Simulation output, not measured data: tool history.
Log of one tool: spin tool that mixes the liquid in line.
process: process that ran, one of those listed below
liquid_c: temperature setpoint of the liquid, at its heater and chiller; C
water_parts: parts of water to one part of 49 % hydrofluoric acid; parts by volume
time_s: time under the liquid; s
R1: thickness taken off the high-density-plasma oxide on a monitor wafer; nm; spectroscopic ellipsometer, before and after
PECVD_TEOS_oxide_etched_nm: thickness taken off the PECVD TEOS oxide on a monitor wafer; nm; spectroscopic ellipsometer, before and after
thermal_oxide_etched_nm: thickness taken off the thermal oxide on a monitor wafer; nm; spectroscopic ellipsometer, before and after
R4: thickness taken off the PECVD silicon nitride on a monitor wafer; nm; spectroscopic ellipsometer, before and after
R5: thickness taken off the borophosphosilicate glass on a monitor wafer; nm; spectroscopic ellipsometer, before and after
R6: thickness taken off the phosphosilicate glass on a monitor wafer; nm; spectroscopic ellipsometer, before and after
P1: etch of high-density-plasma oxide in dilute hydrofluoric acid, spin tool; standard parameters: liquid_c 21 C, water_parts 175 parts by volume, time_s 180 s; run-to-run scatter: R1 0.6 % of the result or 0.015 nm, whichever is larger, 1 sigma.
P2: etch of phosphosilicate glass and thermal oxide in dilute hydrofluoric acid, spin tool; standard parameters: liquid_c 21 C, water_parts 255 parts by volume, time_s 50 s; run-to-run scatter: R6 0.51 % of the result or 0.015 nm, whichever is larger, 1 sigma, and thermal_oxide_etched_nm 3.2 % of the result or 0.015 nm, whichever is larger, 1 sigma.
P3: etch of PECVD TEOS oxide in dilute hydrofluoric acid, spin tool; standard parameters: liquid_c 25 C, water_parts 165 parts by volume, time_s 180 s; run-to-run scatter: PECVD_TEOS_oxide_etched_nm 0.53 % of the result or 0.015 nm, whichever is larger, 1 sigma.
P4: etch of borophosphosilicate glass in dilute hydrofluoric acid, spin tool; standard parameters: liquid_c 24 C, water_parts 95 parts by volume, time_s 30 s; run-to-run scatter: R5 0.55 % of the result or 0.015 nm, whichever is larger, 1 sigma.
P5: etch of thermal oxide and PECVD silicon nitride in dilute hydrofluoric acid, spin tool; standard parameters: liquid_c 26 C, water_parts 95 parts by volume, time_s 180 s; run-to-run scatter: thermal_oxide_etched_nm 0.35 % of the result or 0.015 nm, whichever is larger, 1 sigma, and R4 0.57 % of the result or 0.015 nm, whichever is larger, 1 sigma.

run 1 hour=4.6 | process=P1 liquid_c=21 water_parts=175 time_s=180 | R1=4.345
run 2 hour=14.7 | process=P1 liquid_c=21 water_parts=175 time_s=180 | R1=4.3025
run 3 hour=20.8 | process=P1 liquid_c=21 water_parts=175 time_s=180 | R1=4.2665
run 4 hour=26 | process=P3 liquid_c=25 water_parts=165 time_s=180 | PECVD_TEOS_oxide_etched_nm=13.254
run 5 hour=30.9 | process=P5 liquid_c=26 water_parts=95 time_s=180 | thermal_oxide_etched_nm=9.5499 R4=11.768
run 6 hour=37.9 | process=P4 liquid_c=24 water_parts=95 time_s=30 | R5=18.633
run 7 hour=46.4 | process=P1 liquid_c=21 water_parts=175 time_s=15 | R1=0.3731
run 8 hour=55.2 | process=P2 liquid_c=21 water_parts=255 time_s=20 | thermal_oxide_etched_nm=0.26838 R6=3.6381
run 9 hour=59.8 | process=P1 liquid_c=21 water_parts=255 time_s=180 | R1=2.7136
run 10 hour=70.2 | process=P3 liquid_c=25 water_parts=165 time_s=85 | PECVD_TEOS_oxide_etched_nm=6.1525
run 11 hour=76.5 | process=P4 liquid_c=24 water_parts=95 time_s=15 | R5=9.2759
run 12 hour=82 | process=P2 liquid_c=17 water_parts=255 time_s=50 | thermal_oxide_etched_nm=0.61677 R6=7.73
run 13 hour=89.3 | process=P1 liquid_c=21 water_parts=110 time_s=180 | R1=7.331
run 14 hour=96 | process=P1 liquid_c=21 water_parts=175 time_s=180 | R1=4.2866
run 15 hour=102.7 | process=P1 liquid_c=21 water_parts=175 time_s=180 | R1=4.2651
run 16 hour=107.3 | process=P5 liquid_c=26 water_parts=95 time_s=180 | thermal_oxide_etched_nm=9.5518 R4=11.731
run 17 hour=117 | process=P4 liquid_c=24 water_parts=180 time_s=30 | R5=8.8453
run 18 hour=124.9 | process=P3 liquid_c=21.5 water_parts=165 time_s=180 | PECVD_TEOS_oxide_etched_nm=11.545
run 19 hour=135.1 | process=P2 liquid_c=21 water_parts=255 time_s=50 | thermal_oxide_etched_nm=0.66118 R6=8.9816
run 20 hour=143.9 | process=P2 liquid_c=21 water_parts=355 time_s=50 | thermal_oxide_etched_nm=0.43099 R6=5.9147
run 21 hour=149.2 | process=P1 liquid_c=25.5 water_parts=175 time_s=180 | R1=5.0774
run 22 hour=159.2 | process=P3 liquid_c=25 water_parts=250 time_s=180 | PECVD_TEOS_oxide_etched_nm=7.9405
run 23 hour=164.9 | process=P5 liquid_c=26 water_parts=35 time_s=180 | thermal_oxide_etched_nm=28.181 R4=31.236
run 24 hour=172.5 | process=P4 liquid_c=29.5 water_parts=95 time_s=30 | R5=22.856
run 25 hour=180.2 | process=P5 liquid_c=34 water_parts=95 time_s=180 | thermal_oxide_etched_nm=12.906 R4=19.521
run 26 hour=189.6 | process=P1 liquid_c=17 water_parts=175 time_s=180 | R1=3.6794
run 27 hour=199.7 | process=P1 liquid_c=21 water_parts=175 time_s=345 | R1=8.1817
run 28 hour=207.1 | process=P1 liquid_c=21 water_parts=175 time_s=180 | R1=4.29
run 29 hour=212.6 | process=P5 liquid_c=26 water_parts=95 time_s=285 | thermal_oxide_etched_nm=15.108 R4=18.703
run 30 hour=217.6 | process=P1 liquid_c=28 water_parts=175 time_s=65 | R1=2.0405
run 31 hour=226.9 | process=P4 liquid_c=24 water_parts=95 time_s=30 | R5=18.38
run 32 hour=233.1 | process=P1 liquid_c=21 water_parts=175 time_s=180 | R1=4.3152
run 33 hour=239.6 | process=P1 liquid_c=21 water_parts=175 time_s=180 | R1=4.4392
run 34 hour=246.2 | process=P1 liquid_c=21 water_parts=175 time_s=180 | R1=4.5227
run 35 hour=256.5 | process=P1 liquid_c=21 water_parts=175 time_s=180 | R1=4.6031
run 36 hour=264.7 | process=P1 liquid_c=21 water_parts=175 time_s=180 | R1=4.6871
run 37 hour=272.8 | process=P1 liquid_c=21 water_parts=175 time_s=180 | R1=4.6871
run 38 hour=283.1 | process=P1 liquid_c=21 water_parts=175 time_s=180 | R1=4.704
run 39 hour=289.8 | process=P1 liquid_c=21 water_parts=175 time_s=180 | R1=4.6927
run 40 hour=297.9 | process=P1 liquid_c=21 water_parts=175 time_s=180 | R1=4.6859

What P1 gives has crept off from where it sat before. The 2 causes that follow fit the log equally well, each at the size noted:
A: hydrofluoric acid flow above the setpoint (%) = 7.8
B: liquid hotter than its thermometer reads (K) = 2.31
The process output started creeping at around hour 233.1.

Below are 4 check runs, each on a single wafer, with their results shown as question marks. Which of them would tell the listed causes apart, meaning the causes would give clearly different results under it?
run check 1 hour=306 | process=P3 liquid_c=25 water_parts=215 time_s=180 | PECVD_TEOS_oxide_etched_nm=?
run check 2 hour=306 | process=P4 liquid_c=24 water_parts=140 time_s=15 | R5=?
run check 3 hour=306 | process=P5 liquid_c=33.5 water_parts=45 time_s=180 | thermal_oxide_etched_nm=? R4=?
run check 4 hour=306 | process=P2 liquid_c=17 water_parts=255 time_s=30 | thermal_oxide_etched_nm=? R6=?

Check results expected under each cause:
check=check_1 result=PECVD_TEOS_oxide_etched_nm if_A=10.475 if_B=10.375
check=check_2 result=R5 if_A=6.496 if_B=6.5024
check=check_3 result=thermal_oxide_etched_nm if_A=31.477 if_B=31.7
check=check_3 result=R4 if_A=42.853 if_B=45.952
check=check_4 result=thermal_oxide_etched_nm if_A=0.38834 if_B=0.3872
check=check_4 result=R6 if_A=5.1076 if_B=5.0927
Per check, the gap between the least separated pair of causes, taken in the result that splits them most: check 1 0.96 %; check 2 0.1 %; check 3 6.98 %; check 4 0.29 %
Of the check runs offered, only check 3 discriminates between the causes; the rest would read about the same regardless of which cause applies.

After running check 3, the following was obtained: thermal_oxide_etched_nm 31.215 nm; R4 42.937 nm. Which cause does this point to?

It was cause A: hydrofluoric acid flow above the setpoint (%).

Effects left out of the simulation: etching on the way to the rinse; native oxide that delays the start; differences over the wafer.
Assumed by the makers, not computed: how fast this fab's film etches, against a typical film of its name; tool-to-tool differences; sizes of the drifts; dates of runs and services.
